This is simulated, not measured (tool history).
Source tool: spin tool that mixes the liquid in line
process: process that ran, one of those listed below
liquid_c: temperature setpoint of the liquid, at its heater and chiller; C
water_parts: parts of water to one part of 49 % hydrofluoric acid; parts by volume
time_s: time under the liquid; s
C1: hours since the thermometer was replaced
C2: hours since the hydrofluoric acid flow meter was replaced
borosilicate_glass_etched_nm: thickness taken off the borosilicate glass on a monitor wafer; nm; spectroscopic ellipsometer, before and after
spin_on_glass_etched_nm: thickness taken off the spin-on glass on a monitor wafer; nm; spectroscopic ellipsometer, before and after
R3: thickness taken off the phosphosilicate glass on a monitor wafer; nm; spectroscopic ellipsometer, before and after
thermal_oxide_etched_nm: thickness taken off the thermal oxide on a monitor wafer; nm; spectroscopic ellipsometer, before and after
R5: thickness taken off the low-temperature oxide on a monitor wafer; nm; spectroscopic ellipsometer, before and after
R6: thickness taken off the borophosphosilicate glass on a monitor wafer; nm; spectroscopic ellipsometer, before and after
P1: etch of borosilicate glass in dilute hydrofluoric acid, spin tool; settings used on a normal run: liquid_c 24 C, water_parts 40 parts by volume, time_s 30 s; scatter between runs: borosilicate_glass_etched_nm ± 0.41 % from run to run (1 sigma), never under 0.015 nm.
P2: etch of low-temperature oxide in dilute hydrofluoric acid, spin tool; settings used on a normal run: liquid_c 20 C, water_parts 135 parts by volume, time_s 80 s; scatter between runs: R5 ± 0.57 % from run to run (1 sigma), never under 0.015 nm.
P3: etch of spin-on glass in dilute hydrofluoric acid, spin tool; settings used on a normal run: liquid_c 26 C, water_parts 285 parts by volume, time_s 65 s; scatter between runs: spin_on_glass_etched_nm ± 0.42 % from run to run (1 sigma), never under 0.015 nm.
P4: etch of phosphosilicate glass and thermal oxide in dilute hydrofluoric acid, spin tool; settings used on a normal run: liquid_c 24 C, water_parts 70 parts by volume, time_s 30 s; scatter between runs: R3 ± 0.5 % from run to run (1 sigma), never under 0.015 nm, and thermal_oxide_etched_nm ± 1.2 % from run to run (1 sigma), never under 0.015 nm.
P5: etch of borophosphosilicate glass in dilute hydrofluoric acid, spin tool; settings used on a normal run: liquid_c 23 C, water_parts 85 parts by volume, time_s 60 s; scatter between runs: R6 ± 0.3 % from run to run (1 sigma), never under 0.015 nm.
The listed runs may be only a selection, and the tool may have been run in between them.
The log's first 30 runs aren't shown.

run 31 hour=292 | process=P5 liquid_c=23 water_parts=85 time_s=60 | C1=784.2 C2=1615.8 | R6=24.301
run 32 hour=301.6 | process=P4 liquid_c=17.5 water_parts=70 time_s=30 | C1=793.8 C2=1625.4 | R3=40.562 thermal_oxide_etched_nm=1.5724
run 33 hour=307.8 | process=P4 liquid_c=24 water_parts=70 time_s=60 | C1=800 C2=1631.6 | R3=104.82 thermal_oxide_etched_nm=4.0353
run 34 hour=314.9 | process=P2 liquid_c=20 water_parts=30 time_s=80 | C1=807.1 C2=1638.7 | R5=41.576
run 35 hour=321.7 | process=P1 liquid_c=24 water_parts=40 time_s=30 | C1=813.9 C2=1645.5 | borosilicate_glass_etched_nm=25.459
run 36 hour=335.3 | process=P1 liquid_c=24 water_parts=40 time_s=30 | C1=827.5 C2=1659.1 | borosilicate_glass_etched_nm=24.338
run 37 hour=346.4 | process=P1 liquid_c=24 water_parts=40 time_s=30 | C1=838.6 C2=1670.2 | borosilicate_glass_etched_nm=23.912
run 38 hour=357.2 | process=P1 liquid_c=24 water_parts=40 time_s=30 | C1=849.4 C2=1681 | borosilicate_glass_etched_nm=23.524
run 39 hour=363.8 | process=P1 liquid_c=24 water_parts=40 time_s=30 | C1=856 C2=1687.6 | borosilicate_glass_etched_nm=23.335
run 40 hour=373.2 | process=P1 liquid_c=24 water_parts=40 time_s=30 | C1=865.4 C2=1697 | borosilicate_glass_etched_nm=23.412
run 41 hour=385 | process=P1 liquid_c=24 water_parts=40 time_s=30 | C1=877.2 C2=1708.8 | borosilicate_glass_etched_nm=23.028
run 42 hour=398.1 | process=P1 liquid_c=24 water_parts=40 time_s=30 | C1=890.3 C2=1721.9 | borosilicate_glass_etched_nm=23.205
run 43 hour=404.4 | process=P1 liquid_c=24 water_parts=40 time_s=30 | C1=896.6 C2=1728.2 | borosilicate_glass_etched_nm=23.2
run 44 hour=411.1 | process=P1 liquid_c=24 water_parts=40 time_s=30 | C1=903.3 C2=1734.9 | borosilicate_glass_etched_nm=22.816
run 45 hour=420.9 | process=P1 liquid_c=24 water_parts=40 time_s=30 | C1=913.1 C2=1744.7 | borosilicate_glass_etched_nm=23.049

What does the tool deliver on the next run?
run 46 hour=430.5 | process=P1 liquid_c=24 water_parts=40 time_s=30 | C1=922.7 C2=1754.3 | borosilicate_glass_etched_nm=?

{"run 46": {"borosilicate_glass_etched_nm": 22.981}}

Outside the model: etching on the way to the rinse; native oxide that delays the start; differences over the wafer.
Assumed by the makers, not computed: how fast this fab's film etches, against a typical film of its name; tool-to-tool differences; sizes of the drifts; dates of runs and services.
